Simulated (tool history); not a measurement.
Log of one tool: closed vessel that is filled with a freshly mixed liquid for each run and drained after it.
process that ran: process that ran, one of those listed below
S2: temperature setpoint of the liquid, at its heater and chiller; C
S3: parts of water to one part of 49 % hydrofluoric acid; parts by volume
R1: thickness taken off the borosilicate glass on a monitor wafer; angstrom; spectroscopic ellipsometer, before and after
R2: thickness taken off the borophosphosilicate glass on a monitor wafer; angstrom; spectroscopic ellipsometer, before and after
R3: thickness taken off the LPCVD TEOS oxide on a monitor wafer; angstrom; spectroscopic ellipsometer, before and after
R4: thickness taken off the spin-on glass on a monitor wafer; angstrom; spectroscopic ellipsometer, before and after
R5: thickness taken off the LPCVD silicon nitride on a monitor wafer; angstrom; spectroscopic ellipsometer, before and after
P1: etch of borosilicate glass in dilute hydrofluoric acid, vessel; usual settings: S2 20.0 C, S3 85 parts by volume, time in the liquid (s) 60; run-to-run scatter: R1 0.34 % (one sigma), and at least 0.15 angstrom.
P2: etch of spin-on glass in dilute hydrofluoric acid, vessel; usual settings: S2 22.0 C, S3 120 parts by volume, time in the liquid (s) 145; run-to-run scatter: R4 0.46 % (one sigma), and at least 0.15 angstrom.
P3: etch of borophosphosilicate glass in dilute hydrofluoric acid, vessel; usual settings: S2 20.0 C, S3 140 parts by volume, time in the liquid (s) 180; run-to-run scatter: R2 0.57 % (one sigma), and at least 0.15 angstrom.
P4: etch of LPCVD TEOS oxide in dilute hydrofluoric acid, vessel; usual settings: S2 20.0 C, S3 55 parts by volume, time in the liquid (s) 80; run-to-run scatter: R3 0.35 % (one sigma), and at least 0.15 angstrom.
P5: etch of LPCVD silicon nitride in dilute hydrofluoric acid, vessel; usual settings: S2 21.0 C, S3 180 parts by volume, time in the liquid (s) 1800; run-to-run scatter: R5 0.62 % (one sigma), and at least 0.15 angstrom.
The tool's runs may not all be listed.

Run 1, day 0.212: process that ran P1, S2 20.0 C, S3 85 parts by volume, time in the liquid (s) 60. Result: R1 208.37 angstrom.
Run 2, day 0.317: process that ran P3, S2 26.0 C, S3 140 parts by volume, time in the liquid (s) 180. Result: R2 372.63 angstrom.
Run 3, day 0.500: process that ran P4, S2 20.0 C, S3 55 parts by volume, time in the liquid (s) 80. Result: R3 230.770 angstrom.
Run 4, day 0.658: process that ran P4, S2 20.0 C, S3 55 parts by volume, time in the liquid (s) 30. Result: R3 86.407 angstrom.
Run 5, day 0.762: process that ran P4, S2 17.0 C, S3 55 parts by volume, time in the liquid (s) 80. Result: R3 201.970 angstrom.
Run 6, day 0.862: process that ran P2, S2 22.0 C, S3 120 parts by volume, time in the liquid (s) 145. Result: R4 385.82 angstrom.
Run 7, day 1.075: process that ran P1, S2 20.0 C, S3 85 parts by volume, time in the liquid (s) 60. Result: R1 209.92 angstrom.
Run 8, day 1.204: process that ran P1, S2 20.0 C, S3 35 parts by volume, time in the liquid (s) 60. Result: R1 537.49 angstrom.
Run 9, day 1.417: process that ran P1, S2 20.0 C, S3 140 parts by volume, time in the liquid (s) 60. Result: R1 118.85 angstrom.
Run 10, day 1.517: process that ran P1, S2 20.0 C, S3 25 parts by volume, time in the liquid (s) 30. Result: R1 381.96 angstrom.
Run 11, day 1.671: process that ran P3, S2 20.0 C, S3 245 parts by volume, time in the liquid (s) 180. Result: R2 153.19 angstrom.
Run 12, day 1.850: process that ran P4, S2 20.0 C, S3 55 parts by volume, time in the liquid (s) 80. Result: R3 229.730 angstrom.
Run 13, day 2.062: process that ran P1, S2 24.0 C, S3 85 parts by volume, time in the liquid (s) 60. Result: R1 245.47 angstrom.
Run 14, day 2.250: process that ran P5, S2 17.0 C, S3 180 parts by volume, time in the liquid (s) 1800. Result: R5 31.276 angstrom.
Run 15, day 2.446: process that ran P2, S2 22.0 C, S3 120 parts by volume, time in the liquid (s) 235. Result: R4 630.39 angstrom.
Run 16, day 2.550: process that ran P1, S2 20.0 C, S3 85 parts by volume, time in the liquid (s) 110. Result: R1 381.54 angstrom.
Run 17, day 2.700: process that ran P3, S2 20.0 C, S3 140 parts by volume, time in the liquid (s) 95. Result: R2 155.80 angstrom.
Run 18, day 2.912: process that ran P1, S2 20.0 C, S3 85 parts by volume, time in the liquid (s) 30. Result: R1 104.47 angstrom.
Run 19, day 3.042: process that ran P2, S2 22.0 C, S3 185 parts by volume, time in the liquid (s) 145. Result: R4 235.27 angstrom.
Run 20, day 3.196: process that ran P1, S2 17.0 C, S3 85 parts by volume, time in the liquid (s) 60. Result: R1 184.88 angstrom.
Run 21, day 3.379: process that ran P1, S2 20.0 C, S3 85 parts by volume, time in the liquid (s) 60. Result: R1 208.65 angstrom.
Run 22, day 3.533: process that ran P5, S2 21.0 C, S3 60 parts by volume, time in the liquid (s) 1800. Result: R5 122.190 angstrom.
Run 23, day 3.633: process that ran P1, S2 20.0 C, S3 85 parts by volume, time in the liquid (s) 60. Result: R1 207.74 angstrom.
Run 24, day 3.825: process that ran P1, S2 20.0 C, S3 85 parts by volume, time in the liquid (s) 60. Result: R1 208.28 angstrom.
Run 25, day 3.992: process that ran P1, S2 20.0 C, S3 85 parts by volume, time in the liquid (s) 60. Result: R1 208.72 angstrom.
Run 26, day 4.112: process that ran P1, S2 20.0 C, S3 135 parts by volume, time in the liquid (s) 105. Result: R1 218.31 angstrom.
Run 27, day 4.246: process that ran P2, S2 29.5 C, S3 120 parts by volume, time in the liquid (s) 145. Result: R4 514.36 angstrom.
Run 28, day 4.429: process that ran P1, S2 20.0 C, S3 85 parts by volume, time in the liquid (s) 60. Result: R1 209.39 angstrom.
Run 29, day 4.600: process that ran P5, S2 21.0 C, S3 180 parts by volume, time in the liquid (s) 1800. Result: R5 41.498 angstrom.
Run 30, day 4.800: process that ran P3, S2 20.0 C, S3 140 parts by volume, time in the liquid (s) 180. Result: R2 291.95 angstrom.
Run 31, day 5.012: process that ran P4, S2 20.0 C, S3 90 parts by volume, time in the liquid (s) 80. Result: R3 135.110 angstrom.
Run 32, day 5.121: process that ran P5, S2 21.0 C, S3 180 parts by volume, time in the liquid (s) 3190. Result: R5 73.217 angstrom.
Run 33, day 5.292: process that ran P1, S2 20.0 C, S3 85 parts by volume, time in the liquid (s) 60. Result: R1 209.11 angstrom.
Run 34, day 5.396: process that ran P1, S2 20.0 C, S3 85 parts by volume, time in the liquid (s) 60. Result: R1 201.76 angstrom.
Run 35, day 5.525: process that ran P1, S2 20.0 C, S3 85 parts by volume, time in the liquid (s) 60. Result: R1 197.96 angstrom.
Run 36, day 5.742: process that ran P1, S2 20.0 C, S3 85 parts by volume, time in the liquid (s) 60. Result: R1 192.34 angstrom.
Run 37, day 5.875: process that ran P1, S2 20.0 C, S3 85 parts by volume, time in the liquid (s) 60. Result: R1 189.50 angstrom.
Run 38, day 6.046: process that ran P1, S2 20.0 C, S3 85 parts by volume, time in the liquid (s) 60. Result: R1 188.90 angstrom.
Run 39, day 6.238: process that ran P1, S2 20.0 C, S3 85 parts by volume, time in the liquid (s) 60. Result: R1 188.39 angstrom.

What P1 gives has crept away from where it was. These 2 causes fit the log equally well, each at the size given:
A: liquid colder than its thermometer reads (K) = 2.26
B: hydrofluoric acid flow below the setpoint (%) = 8.21
The creep began at about day 5.292.

4 check runs are offered, one wafer each, their results left as question marks. Which one tells the causes apart?
Run check 1, day 6.429: process that ran P5, S2 21.0 C, S3 180 parts by volume, time in the liquid (s) 1800. Result: R5 ?.
Run check 2, day 6.429: process that ran P3, S2 20.0 C, S3 140 parts by volume, time in the liquid (s) 180. Result: R2 ?.
Run check 3, day 6.429: process that ran P2, S2 22.0 C, S3 120 parts by volume, time in the liquid (s) 145. Result: R4 ?.
Run check 4, day 6.429: process that ran P4, S2 20.0 C, S3 55 parts by volume, time in the liquid (s) 80. Result: R3 ?.

What each check would give under each cause:
  check  result     if A     if B
check 1      R5   35.736   38.169
check 2      R2   268.51   266.57
check 3      R4   353.00   350.59
check 4      R3  209.450  210.500
How far apart the two closest causes lie, in the result that separates them most: check 1 6.59 %; check 2 0.73 %; check 3 0.68 %; check 4 0.5 %
Check 1 tells the causes apart: in the others they would give nearly the same result.

Then check 1 was run and gave: R5 35.966 angstrom. Which cause is it?

It is A: liquid colder than its thermometer reads (K).
